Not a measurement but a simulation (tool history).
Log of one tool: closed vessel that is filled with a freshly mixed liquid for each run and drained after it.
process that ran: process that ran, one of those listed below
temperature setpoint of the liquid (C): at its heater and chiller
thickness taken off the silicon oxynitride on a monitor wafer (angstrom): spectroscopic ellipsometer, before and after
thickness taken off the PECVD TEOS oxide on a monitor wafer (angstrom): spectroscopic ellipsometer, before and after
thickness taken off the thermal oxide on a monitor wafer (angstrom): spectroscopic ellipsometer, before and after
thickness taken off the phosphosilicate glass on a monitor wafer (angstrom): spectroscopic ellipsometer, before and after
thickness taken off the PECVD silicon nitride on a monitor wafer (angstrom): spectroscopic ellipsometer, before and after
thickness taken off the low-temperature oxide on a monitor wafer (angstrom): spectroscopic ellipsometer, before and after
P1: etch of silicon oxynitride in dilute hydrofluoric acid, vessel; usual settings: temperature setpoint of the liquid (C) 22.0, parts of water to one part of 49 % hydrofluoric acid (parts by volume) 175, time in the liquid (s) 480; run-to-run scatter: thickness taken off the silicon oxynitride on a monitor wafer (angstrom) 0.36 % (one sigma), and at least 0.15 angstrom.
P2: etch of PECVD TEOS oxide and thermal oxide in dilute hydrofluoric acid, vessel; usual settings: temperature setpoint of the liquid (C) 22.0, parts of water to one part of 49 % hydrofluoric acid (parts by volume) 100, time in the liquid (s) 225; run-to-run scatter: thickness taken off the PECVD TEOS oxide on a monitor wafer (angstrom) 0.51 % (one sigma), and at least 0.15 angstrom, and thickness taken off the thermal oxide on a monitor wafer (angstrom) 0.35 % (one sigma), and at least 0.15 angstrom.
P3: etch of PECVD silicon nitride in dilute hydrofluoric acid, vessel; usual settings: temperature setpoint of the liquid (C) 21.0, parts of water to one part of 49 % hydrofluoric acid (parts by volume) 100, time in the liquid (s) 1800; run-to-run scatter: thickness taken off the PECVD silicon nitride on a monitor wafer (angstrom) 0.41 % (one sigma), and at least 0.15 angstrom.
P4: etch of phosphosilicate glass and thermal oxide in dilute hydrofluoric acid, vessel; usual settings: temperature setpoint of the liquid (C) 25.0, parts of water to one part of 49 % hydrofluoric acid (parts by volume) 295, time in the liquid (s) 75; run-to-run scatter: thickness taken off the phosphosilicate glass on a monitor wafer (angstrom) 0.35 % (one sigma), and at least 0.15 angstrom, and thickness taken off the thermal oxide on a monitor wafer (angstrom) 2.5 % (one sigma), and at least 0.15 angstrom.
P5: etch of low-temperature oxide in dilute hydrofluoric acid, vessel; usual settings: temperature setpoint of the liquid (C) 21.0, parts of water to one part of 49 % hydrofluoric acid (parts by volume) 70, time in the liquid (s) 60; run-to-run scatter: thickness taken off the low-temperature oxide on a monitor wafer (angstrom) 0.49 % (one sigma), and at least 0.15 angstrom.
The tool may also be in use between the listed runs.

run,day,process that ran,temperature setpoint of the liquid (C),parts of water to one part of 49 % hydrofluoric acid (parts by volume),time in the liquid (s),hours since the thermometer was replaced,hours since the hydrofluoric acid flow meter was replaced,thickness taken off the silicon oxynitride on a monitor wafer (angstrom),thickness taken off the PECVD TEOS oxide on a monitor wafer (angstrom),thickness taken off the thermal oxide on a monitor wafer (angstrom),thickness taken off the phosphosilicate glass on a monitor wafer (angstrom),thickness taken off the PECVD silicon nitride on a monitor wafer (angstrom),thickness taken off the low-temperature oxide on a monitor wafer (angstrom)
1,0.304,P1,22.0,175,480,1866.9,1102.4,57.1170,,,,,
2,0.679,P1,22.0,175,480,1875.9,1111.4,57.3130,,,,,
3,0.996,P1,17.0,175,480,1883.5,1119.0,45.4050,,,,,
4,1.404,P2,22.0,100,225,1893.3,1128.8,,232.20,99.2250,,,
5,1.762,P1,30.0,310,480,1901.9,1137.4,41.1560,,,,,
6,2.054,P4,25.0,295,125,1908.9,1144.4,,,15.8800,400.70,,
7,2.500,P2,22.0,100,225,1919.6,1155.1,,232.17,99.5200,,,
8,2.992,P3,28.0,100,1800,1931.4,1166.9,,,,,892.58,
9,3.508,P1,22.0,175,480,1943.8,1179.3,57.1940,,,,,
10,3.771,P3,21.0,30,1800,1950.1,1185.6,,,,,1823.70,
11,4.158,P2,22.0,100,420,1959.4,1194.9,,435.23,186.5300,,,
12,4.488,P1,22.0,305,480,1967.3,1202.8,30.3140,,,,,
13,4.846,P3,21.0,100,1800,1975.9,1211.4,,,,,566.16,
14,5.321,P5,17.0,70,60,1987.3,1222.8,,,,,,165.25
15,5.679,P4,25.0,45,75,1995.9,1231.4,,,83.4460,2092.60,,
16,6.108,P4,17.0,295,75,2006.2,1241.7,,,7.5648,178.33,,
17,6.346,P5,21.0,70,95,2011.9,1247.4,,,,,,311.35
18,6.675,P1,22.0,45,480,2019.8,1255.3,246.5000,,,,,
19,7.158,P2,22.0,45,225,2031.4,1266.9,,552.94,235.4400,,,
20,7.625,P1,22.0,175,480,2042.6,1278.1,57.1000,,,,,
21,7.992,P1,22.0,175,480,2051.4,1286.9,57.4800,,,,,
22,8.479,P1,17.0,175,50,2063.1,1298.6,4.8425,,,,,
23,8.921,P1,28.5,175,480,2073.7,1309.2,76.8750,,,,,
24,9.179,P3,21.0,100,2965,2079.9,1315.4,,,,,925.99,
25,9.679,P1,22.0,175,730,2091.9,1327.4,87.0120,,,,,
26,9.929,P1,22.0,175,155,2097.9,1333.4,18.5300,,,,,
27,10.200,P2,17.0,100,225,2104.4,1339.9,,188.57,80.8420,,,
28,10.538,P4,25.0,295,75,2112.5,1348.0,,,9.6430,237.77,,
29,10.892,P1,22.0,310,235,2121.0,1356.5,14.1080,,,,,
30,11.150,P5,21.0,70,60,2127.2,1362.7,,,,,,196.87
31,11.400,P5,21.0,25,60,2133.2,1368.7,,,,,,583.22
32,11.692,P3,21.0,100,1800,2140.2,1375.7,,,,,564.81,
33,12.179,P1,22.0,175,480,2151.9,1387.4,57.3590,,,,,
34,12.512,P1,22.0,175,480,2159.9,1395.4,60.0160,,,,,
35,12.975,P1,22.0,175,480,2171.0,1406.5,61.8640,,,,,
36,13.400,P1,22.0,175,480,2181.2,1416.7,62.2320,,,,,
37,13.808,P1,22.0,175,480,2191.0,1426.5,62.7770,,,,,
38,14.079,P1,22.0,175,480,2197.5,1433.0,62.8920,,,,,
39,14.429,P1,22.0,175,480,2205.9,1441.4,62.6080,,,,,

What P1 gives has crept away from where it was. These 2 causes fit the log equally well, each at the size given:
A: liquid hotter than its thermometer reads (K) = 2.14
B: hydrofluoric acid flow above the setpoint (%) = 9.06
The creep began at about day 12.179.

4 check runs are offered, one wafer each, their results left as question marks. Which one tells the causes apart?
check 1,14.779,P5,18.0,70,60,,,,,,,,?
check 2,14.779,P4,25.0,65,125,,,,,?,?,,
check 3,14.779,P2,17.0,100,410,,,,?,?,,,
check 4,14.779,P3,25.5,55,1800,,,,,,,?,

What each check would give under each cause:
check,result,if A,if B
check 1,thickness taken off the low-temperature oxide on a monitor wafer (angstrom),189.39,189.95
check 2,thickness taken off the thermal oxide on a monitor wafer (angstrom),104.1800,105.0600
check 2,thickness taken off the phosphosilicate glass on a monitor wafer (angstrom),2559.60,2581.20
check 3,thickness taken off the PECVD TEOS oxide on a monitor wafer (angstrom),377.76,380.04
check 3,thickness taken off the thermal oxide on a monitor wafer (angstrom),161.5800,162.5600
check 4,thickness taken off the PECVD silicon nitride on a monitor wafer (angstrom),1583.40,1497.20
How far apart the two closest causes lie, in the result that separates them most: check 1 0.3 %; check 2 0.84 %; check 3 0.6 %; check 4 5.6 %
Check 4 tells the causes apart: in the others they would give nearly the same result.

Then check 4 was run and gave: thickness taken off the PECVD silicon nitride on a monitor wafer (angstrom) 1582.50. Which cause is it?

It is A: liquid hotter than its thermometer reads (K).

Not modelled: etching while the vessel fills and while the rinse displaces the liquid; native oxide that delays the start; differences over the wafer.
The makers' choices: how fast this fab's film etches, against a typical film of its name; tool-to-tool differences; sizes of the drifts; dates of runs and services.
